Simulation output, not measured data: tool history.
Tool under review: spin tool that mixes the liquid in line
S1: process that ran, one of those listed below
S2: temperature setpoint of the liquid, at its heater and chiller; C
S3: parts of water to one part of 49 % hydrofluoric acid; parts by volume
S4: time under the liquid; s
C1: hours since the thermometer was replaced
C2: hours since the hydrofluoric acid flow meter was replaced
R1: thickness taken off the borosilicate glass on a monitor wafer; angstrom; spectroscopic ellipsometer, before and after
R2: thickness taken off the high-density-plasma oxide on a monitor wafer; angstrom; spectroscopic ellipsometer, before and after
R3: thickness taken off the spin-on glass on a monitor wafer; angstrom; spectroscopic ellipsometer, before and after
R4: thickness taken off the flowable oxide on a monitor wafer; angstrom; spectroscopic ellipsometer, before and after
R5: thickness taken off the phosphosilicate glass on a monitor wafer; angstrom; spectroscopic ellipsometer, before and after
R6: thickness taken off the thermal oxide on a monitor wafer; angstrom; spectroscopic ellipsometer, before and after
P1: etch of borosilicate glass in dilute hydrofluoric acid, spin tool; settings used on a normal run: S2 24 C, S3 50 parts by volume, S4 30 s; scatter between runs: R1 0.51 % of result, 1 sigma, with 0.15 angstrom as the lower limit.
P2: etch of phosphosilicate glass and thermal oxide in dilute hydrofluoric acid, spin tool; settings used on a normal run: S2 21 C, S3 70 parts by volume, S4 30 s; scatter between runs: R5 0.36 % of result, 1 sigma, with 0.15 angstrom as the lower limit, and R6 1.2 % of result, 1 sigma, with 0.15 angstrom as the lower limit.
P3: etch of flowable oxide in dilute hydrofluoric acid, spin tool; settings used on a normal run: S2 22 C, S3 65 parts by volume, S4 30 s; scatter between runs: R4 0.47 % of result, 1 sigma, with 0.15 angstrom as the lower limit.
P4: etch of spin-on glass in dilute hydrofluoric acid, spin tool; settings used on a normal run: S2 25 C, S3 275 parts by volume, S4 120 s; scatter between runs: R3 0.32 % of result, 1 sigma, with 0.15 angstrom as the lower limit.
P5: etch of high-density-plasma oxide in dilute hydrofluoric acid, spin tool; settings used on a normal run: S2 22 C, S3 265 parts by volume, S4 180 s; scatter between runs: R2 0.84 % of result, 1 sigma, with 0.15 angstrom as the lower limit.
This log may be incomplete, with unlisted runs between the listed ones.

Run 1, day 0.458: S1 P1, S2 24 C, S3 50 parts by volume, S4 30 s; C1 2056.9; C2 148.8. Result: R1 113.33 angstrom.
Run 2, day 0.975: S1 P5, S2 22 C, S3 85 parts by volume, S4 180 s; C1 2069.3; C2 161.2. Result: R2 103.05 angstrom.
Run 3, day 1.3: S1 P1, S2 29.5 C, S3 50 parts by volume, S4 30 s; C1 2077.1; C2 169. Result: R1 141.29 angstrom.
Run 4, day 1.879: S1 P1, S2 24 C, S3 50 parts by volume, S4 30 s; C1 2091; C2 182.9. Result: R1 112.75 angstrom.
Run 5, day 2.429: S1 P1, S2 24 C, S3 25 parts by volume, S4 30 s; C1 2104.2; C2 196.1. Result: R1 234.58 angstrom.
Run 6, day 3.158: S1 P4, S2 33 C, S3 275 parts by volume, S4 120 s; C1 2121.7; C2 213.6. Result: R3 234.56 angstrom.
Run 7, day 3.867: S1 P3, S2 17 C, S3 65 parts by volume, S4 30 s; C1 2138.7; C2 230.6. Result: R4 187.64 angstrom.
Run 8, day 4.588: S1 P1, S2 24 C, S3 50 parts by volume, S4 55 s; C1 2156; C2 247.9. Result: R1 204.24 angstrom.
Run 9, day 5.288: S1 P2, S2 21 C, S3 70 parts by volume, S4 30 s; C1 2172.8; C2 264.7. Result: R5 309.98 angstrom, R6 18.781 angstrom.
Run 10, day 5.988: S1 P1, S2 24 C, S3 90 parts by volume, S4 30 s; C1 2189.6; C2 281.5. Result: R1 59.191 angstrom.
Run 11, day 6.533: S1 P1, S2 24 C, S3 50 parts by volume, S4 30 s; C1 2202.7; C2 294.6. Result: R1 111.55 angstrom.
Run 12, day 6.908: S1 P5, S2 22 C, S3 265 parts by volume, S4 180 s; C1 2211.7; C2 303.6. Result: R2 27.271 angstrom.
Run 13, day 7.546: S1 P5, S2 27 C, S3 265 parts by volume, S4 180 s; C1 2227; C2 318.9. Result: R2 32.428 angstrom.
Run 14, day 8.267: S1 P1, S2 24 C, S3 50 parts by volume, S4 15 s; C1 2244.3; C2 336.2. Result: R1 56.248 angstrom.
Run 15, day 8.583: S1 P1, S2 24 C, S3 50 parts by volume, S4 30 s; C1 2251.9; C2 343.8. Result: R1 113.02 angstrom.
Run 16, day 8.971: S1 P3, S2 22 C, S3 30 parts by volume, S4 30 s; C1 2261.2; C2 353.1. Result: R4 529.77 angstrom.
Run 17, day 9.588: S1 P4, S2 25 C, S3 275 parts by volume, S4 230 s; C1 2276; C2 367.9. Result: R3 345.59 angstrom.
Run 18, day 10.179: S1 P1, S2 24 C, S3 50 parts by volume, S4 30 s; C1 2290.2; C2 382.1. Result: R1 113.15 angstrom.
Run 19, day 10.892: S1 P1, S2 20 C, S3 50 parts by volume, S4 30 s; C1 2307.3; C2 399.2. Result: R1 95.703 angstrom.
Run 20, day 11.212: S1 P2, S2 21 C, S3 70 parts by volume, S4 30 s; C1 2315; C2 406.9. Result: R5 311.97 angstrom, R6 18.87 angstrom.
Run 21, day 11.717: S1 P1, S2 24 C, S3 50 parts by volume, S4 30 s; C1 2327.1; C2 419. Result: R1 113.34 angstrom.
Run 22, day 12.208: S1 P4, S2 25 C, S3 275 parts by volume, S4 120 s; C1 2338.9; C2 430.8. Result: R3 179.42 angstrom.
Run 23, day 12.612: S1 P4, S2 25 C, S3 440 parts by volume, S4 120 s; C1 2348.6; C2 440.5. Result: R3 95.994 angstrom.
Run 24, day 13.142: S1 P3, S2 22 C, S3 65 parts by volume, S4 30 s; C1 2361.3; C2 453.2. Result: R4 231.68 angstrom.
Run 25, day 13.854: S1 P5, S2 22 C, S3 265 parts by volume, S4 25 s; C1 2378.4; C2 470.3. Result: R2 3.9003 angstrom.
Run 26, day 14.425: S1 P1, S2 24 C, S3 70 parts by volume, S4 45 s; C1 2392.1; C2 484. Result: R1 117.37 angstrom.
Run 27, day 15.146: S1 P1, S2 20 C, S3 50 parts by volume, S4 15 s; C1 2409.4; C2 501.3. Result: R1 47.515 angstrom.
Run 28, day 15.488: S1 P2, S2 21 C, S3 70 parts by volume, S4 15 s; C1 2417.6; C2 509.5. Result: R5 155.8 angstrom, R6 9.6024 angstrom.
Run 29, day 16.196: S1 P3, S2 22 C, S3 65 parts by volume, S4 60 s; C1 2434.6; C2 526.5. Result: R4 468.2 angstrom.
Run 30, day 16.521: S1 P2, S2 21 C, S3 20 parts by volume, S4 30 s; C1 2442.4; C2 534.3. Result: R5 1160.2 angstrom, R6 68.261 angstrom.
Run 31, day 16.846: S1 P4, S2 25 C, S3 275 parts by volume, S4 120 s; C1 2450.2; C2 542.1. Result: R3 180.72 angstrom.
Run 32, day 17.196: S1 P2, S2 17 C, S3 70 parts by volume, S4 30 s; C1 2458.6; C2 550.5. Result: R5 263.52 angstrom, R6 15.777 angstrom.
Run 33, day 17.708: S1 P1, S2 24 C, S3 50 parts by volume, S4 30 s; C1 2470.9; C2 562.8. Result: R1 112.68 angstrom.
Run 34, day 18.35: S1 P1, S2 24 C, S3 50 parts by volume, S4 30 s; C1 2486.3; C2 578.2. Result: R1 108.69 angstrom.
Run 35, day 19.062: S1 P1, S2 24 C, S3 50 parts by volume, S4 30 s; C1 2503.4; C2 595.3. Result: R1 105.34 angstrom.
Run 36, day 19.421: S1 P1, S2 24 C, S3 50 parts by volume, S4 30 s; C1 2512; C2 603.9. Result: R1 105.01 angstrom.
Run 37, day 19.983: S1 P1, S2 24 C, S3 50 parts by volume, S4 30 s; C1 2525.5; C2 617.4. Result: R1 104.66 angstrom.
Run 38, day 20.675: S1 P1, S2 24 C, S3 50 parts by volume, S4 30 s; C1 2542.1; C2 634. Result: R1 104.07 angstrom.
Run 39, day 21.029: S1 P1, S2 24 C, S3 50 parts by volume, S4 30 s; C1 2550.6; C2 642.5. Result: R1 103.77 angstrom.
Run 40, day 21.679: S1 P1, S2 24 C, S3 50 parts by volume, S4 30 s; C1 2566.2; C2 658.1. Result: R1 102.32 angstrom.
Run 41, day 22.275: S1 P1, S2 24 C, S3 50 parts by volume, S4 30 s; C1 2580.5; C2 672.4. Result: R1 103.42 angstrom.

P1 no longer gives what it gave before; its output has crept away from where it was. The following 2 causes, each at its listed size, fit the log equally well:
A: hydrofluoric acid flow below the setpoint (%) = 7.42
B: liquid colder than its thermometer reads (K) = 1.99
The gradual shift began around day 17.708.

Each of the 4 check runs below uses one wafer; its results are left as question marks. Which run tells the causes apart?
Run check 1, day 22.871: S1 P2, S2 21 C, S3 25 parts by volume, S4 30 s. Result: R5 ?, R6 ?.
Run check 2, day 22.871: S1 P3, S2 22 C, S3 40 parts by volume, S4 30 s. Result: R4 ?.
Run check 3, day 22.871: S1 P5, S2 22 C, S3 95 parts by volume, S4 115 s. Result: R2 ?.
Run check 4, day 22.871: S1 P4, S2 25 C, S3 395 parts by volume, S4 200 s. Result: R3 ?.

Expected result of each check under each candidate cause:
  check  result    if A    if B
check 1      R5  852.01  846.35
check 1      R6  50.834  50.496
check 2      R4  361.34  360.18
check 3      R2  53.385  53.637
check 4      R3  167.23  174.09
Separation of the two closest causes in each check, using whichever result separates them best: check 1 0.67 %; check 2 0.32 %; check 3 0.47 %; check 4 4.02 %
Check 4 tells the causes apart: in the others they would give nearly the same result.

Check 4 was then run and gave: R3 175.27 angstrom. Which cause is it?

B is the cause: liquid colder than its thermometer reads (K).

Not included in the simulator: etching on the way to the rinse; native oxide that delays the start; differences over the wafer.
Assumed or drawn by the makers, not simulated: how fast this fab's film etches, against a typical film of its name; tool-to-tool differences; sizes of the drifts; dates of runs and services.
